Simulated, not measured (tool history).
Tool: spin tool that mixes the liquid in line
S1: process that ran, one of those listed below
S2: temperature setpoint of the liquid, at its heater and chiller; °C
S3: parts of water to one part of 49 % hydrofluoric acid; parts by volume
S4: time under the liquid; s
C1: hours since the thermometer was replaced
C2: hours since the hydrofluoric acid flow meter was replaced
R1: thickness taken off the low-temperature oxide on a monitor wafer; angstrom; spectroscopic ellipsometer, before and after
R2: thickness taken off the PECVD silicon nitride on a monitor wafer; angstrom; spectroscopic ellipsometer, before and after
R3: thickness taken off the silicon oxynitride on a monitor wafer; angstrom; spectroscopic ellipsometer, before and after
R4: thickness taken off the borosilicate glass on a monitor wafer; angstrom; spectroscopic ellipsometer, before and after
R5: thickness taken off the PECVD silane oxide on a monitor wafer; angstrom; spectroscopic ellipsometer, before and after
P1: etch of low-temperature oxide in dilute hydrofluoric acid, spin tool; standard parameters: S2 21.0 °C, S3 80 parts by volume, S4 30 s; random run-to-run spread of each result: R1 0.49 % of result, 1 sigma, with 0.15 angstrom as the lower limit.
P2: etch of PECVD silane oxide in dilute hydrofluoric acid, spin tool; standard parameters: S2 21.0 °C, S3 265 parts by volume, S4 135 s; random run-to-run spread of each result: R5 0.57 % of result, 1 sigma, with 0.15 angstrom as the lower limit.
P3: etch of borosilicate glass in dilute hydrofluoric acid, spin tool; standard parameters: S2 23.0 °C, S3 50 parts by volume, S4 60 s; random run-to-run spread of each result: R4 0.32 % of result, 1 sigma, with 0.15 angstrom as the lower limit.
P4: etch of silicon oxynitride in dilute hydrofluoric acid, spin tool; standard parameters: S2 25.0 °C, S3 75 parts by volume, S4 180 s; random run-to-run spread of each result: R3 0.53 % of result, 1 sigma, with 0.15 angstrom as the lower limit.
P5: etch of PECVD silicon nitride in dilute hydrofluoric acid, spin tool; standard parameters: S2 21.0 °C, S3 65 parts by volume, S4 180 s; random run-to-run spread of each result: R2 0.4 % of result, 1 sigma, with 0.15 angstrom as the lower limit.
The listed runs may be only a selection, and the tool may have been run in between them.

| run | hour | S1 | S2 | S3 | S4 | C1 | C2 | R1 | R2 | R3 | R4 | R5 |
|---|---|---|---|---|---|---|---|---|---|---|---|---|
| 1 | 9.2 | P1 | 21.0 | 80 | 30 | 515.9 | 1277.7 | 65.470 |  |  |  |  |
| 2 | 17.8 | P5 | 21.0 | 65 | 95 | 524.5 | 1286.3 |  | 28.969 |  |  |  |
| 3 | 25.1 | P1 | 21.0 | 80 | 30 | 531.8 | 1293.6 | 65.580 |  |  |  |  |
| 4 | 37.3 | P1 | 21.0 | 80 | 15 | 544.0 | 1305.8 | 32.609 |  |  |  |  |
| 5 | 50.0 | P1 | 17.0 | 80 | 30 | 556.7 | 1318.5 | 55.070 |  |  |  |  |
|  | 51.6 | hydrofluoric acid flow meter replaced |
| 6 | 60.0 | P1 | 25.5 | 80 | 30 | 566.7 | 8.5 | 78.905 |  |  |  |  |
| 7 | 67.1 | P4 | 32.5 | 75 | 180 | 573.8 | 15.6 |  |  | 70.630 |  |  |
| 8 | 73.1 | P5 | 28.5 | 65 | 180 | 579.8 | 21.6 |  | 90.403 |  |  |  |
| 9 | 80.6 | P1 | 17.0 | 80 | 15 | 587.3 | 29.1 | 27.559 |  |  |  |  |
| 10 | 89.3 | P1 | 21.0 | 80 | 30 | 596.0 | 37.8 | 65.161 |  |  |  |  |
| 11 | 95.1 | P1 | 21.0 | 80 | 30 | 601.8 | 43.6 | 64.946 |  |  |  |  |
| 12 | 104.9 | P3 | 23.0 | 30 | 60 | 611.6 | 53.4 |  |  |  | 956.93 |  |
| 13 | 114.9 | P1 | 21.0 | 125 | 30 | 621.6 | 63.4 | 39.081 |  |  |  |  |
| 14 | 125.4 | P4 | 25.0 | 135 | 180 | 632.1 | 73.9 |  |  | 25.689 |  |  |
| 15 | 137.7 | P2 | 21.0 | 265 | 15 | 644.4 | 86.2 |  |  |  |  | 17.511 |
| 16 | 149.4 | P4 | 25.0 | 75 | 180 | 656.1 | 97.9 |  |  | 49.527 |  |  |
| 17 | 158.5 | P2 | 29.0 | 265 | 135 | 665.2 | 107.0 |  |  |  |  | 209.360 |
| 18 | 169.8 | P5 | 21.0 | 65 | 180 | 676.5 | 118.3 |  | 54.534 |  |  |  |
| 19 | 182.6 | P2 | 21.0 | 125 | 135 | 689.3 | 131.1 |  |  |  |  | 390.380 |
| 20 | 194.3 | P4 | 25.0 | 75 | 180 | 701.0 | 142.8 |  |  | 49.129 |  |  |
| 21 | 205.2 | P5 | 21.0 | 110 | 180 | 711.9 | 153.7 |  | 32.529 |  |  |  |
| 22 | 213.8 | P3 | 23.0 | 50 | 15 | 720.5 | 162.3 |  |  |  | 139.37 |  |
| 23 | 221.9 | P4 | 25.0 | 75 | 270 | 728.6 | 170.4 |  |  | 74.729 |  |  |
| 24 | 233.2 | P1 | 21.0 | 35 | 45 | 739.9 | 181.7 | 234.330 |  |  |  |  |
| 25 | 243.8 | P1 | 21.0 | 25 | 30 | 750.5 | 192.3 | 220.480 |  |  |  |  |
| 26 | 252.5 | P1 | 21.0 | 80 | 55 | 759.2 | 201.0 | 120.220 |  |  |  |  |
| 27 | 263.6 | P2 | 21.0 | 265 | 135 | 770.3 | 212.1 |  |  |  |  | 157.370 |
| 28 | 271.7 | P3 | 23.0 | 50 | 60 | 778.4 | 220.2 |  |  |  | 556.35 |  |
| 29 | 280.5 | P1 | 21.0 | 80 | 30 | 787.2 | 229.0 | 64.749 |  |  |  |  |
| 30 | 289.0 | P1 | 21.0 | 80 | 30 | 795.7 | 237.5 | 65.177 |  |  |  |  |
| 31 | 296.6 | P2 | 21.0 | 265 | 135 | 803.3 | 245.1 |  |  |  |  | 157.570 |
| 32 | 308.6 | P3 | 30.0 | 50 | 60 | 815.3 | 257.1 |  |  |  | 738.71 |  |
| 33 | 315.7 | P1 | 21.0 | 80 | 30 | 822.4 | 264.2 | 64.278 |  |  |  |  |
| 34 | 328.7 | P1 | 21.0 | 80 | 30 | 835.4 | 277.2 | 62.548 |  |  |  |  |
| 35 | 335.0 | P1 | 21.0 | 80 | 30 | 841.7 | 283.5 | 61.349 |  |  |  |  |
| 36 | 342.8 | P1 | 21.0 | 80 | 30 | 849.5 | 291.3 | 60.540 |  |  |  |  |
| 37 | 351.8 | P1 | 21.0 | 80 | 30 | 858.5 | 300.3 | 60.976 |  |  |  |  |
| 38 | 364.4 | P1 | 21.0 | 80 | 30 | 871.1 | 312.9 | 59.651 |  |  |  |  |
| 39 | 371.6 | P1 | 21.0 | 80 | 30 | 878.3 | 320.1 | 59.878 |  |  |  |  |
| 40 | 377.5 | P1 | 21.0 | 80 | 30 | 884.2 | 326.0 | 60.052 |  |  |  |  |
| 41 | 387.5 | P1 | 21.0 | 80 | 30 | 894.2 | 336.0 | 59.579 |  |  |  |  |
| 42 | 395.1 | P1 | 21.0 | 80 | 30 | 901.8 | 343.6 | 60.134 |  |  |  |  |
| 43 | 402.9 | P1 | 21.0 | 80 | 30 | 909.6 | 351.4 | 60.261 |  |  |  |  |

The output of P1 has drifted from where it used to be. Each of the 2 causes below, taken at the size shown beside it, accounts for the log equally well:
A: liquid colder than its thermometer reads (K) = 2.05
B: hydrofluoric acid flow below the setpoint (%) = 7.46
Creep in the process output first set in at about hour 315.7.

Listed below are the offered check runs, one wafer per run, with question marks in place of results. For which of them would the causes give clearly different outcomes?
| check 1 | 410.7 | P4 | 31.5 | 75 | 245 |  |  |  |  | ? |  |  |
| check 2 | 410.7 | P3 | 26.5 | 50 | 35 |  |  |  |  |  | ? |  |
| check 3 | 410.7 | P2 | 21.0 | 150 | 30 |  |  |  |  |  |  | ? |
| check 4 | 410.7 | P5 | 27.5 | 90 | 180 |  |  |  | ? |  |  |  |

If the cause were each of the candidates in turn, the checks would give the following:
| check | result | if A | if B |
|---|---|---|---|
| check 1 | R3 | 82.771 | 83.524 |
| check 2 | R4 | 344.85 | 344.92 |
| check 3 | R5 | 64.177 | 63.622 |
| check 4 | R2 | 53.569 | 56.638 |
How far apart the two closest causes lie, in the result that separates them most: check 1 0.91 %; check 2 0.02 %; check 3 0.87 %; check 4 5.57 %
Only in check 4 would the causes give clearly different results; in the remaining checks their results would be nearly the same.

Check 4 has now been run. It gave: R2 56.084 angstrom. Which of the candidate causes is it?

B is the cause: hydrofluoric acid flow below the setpoint (%).
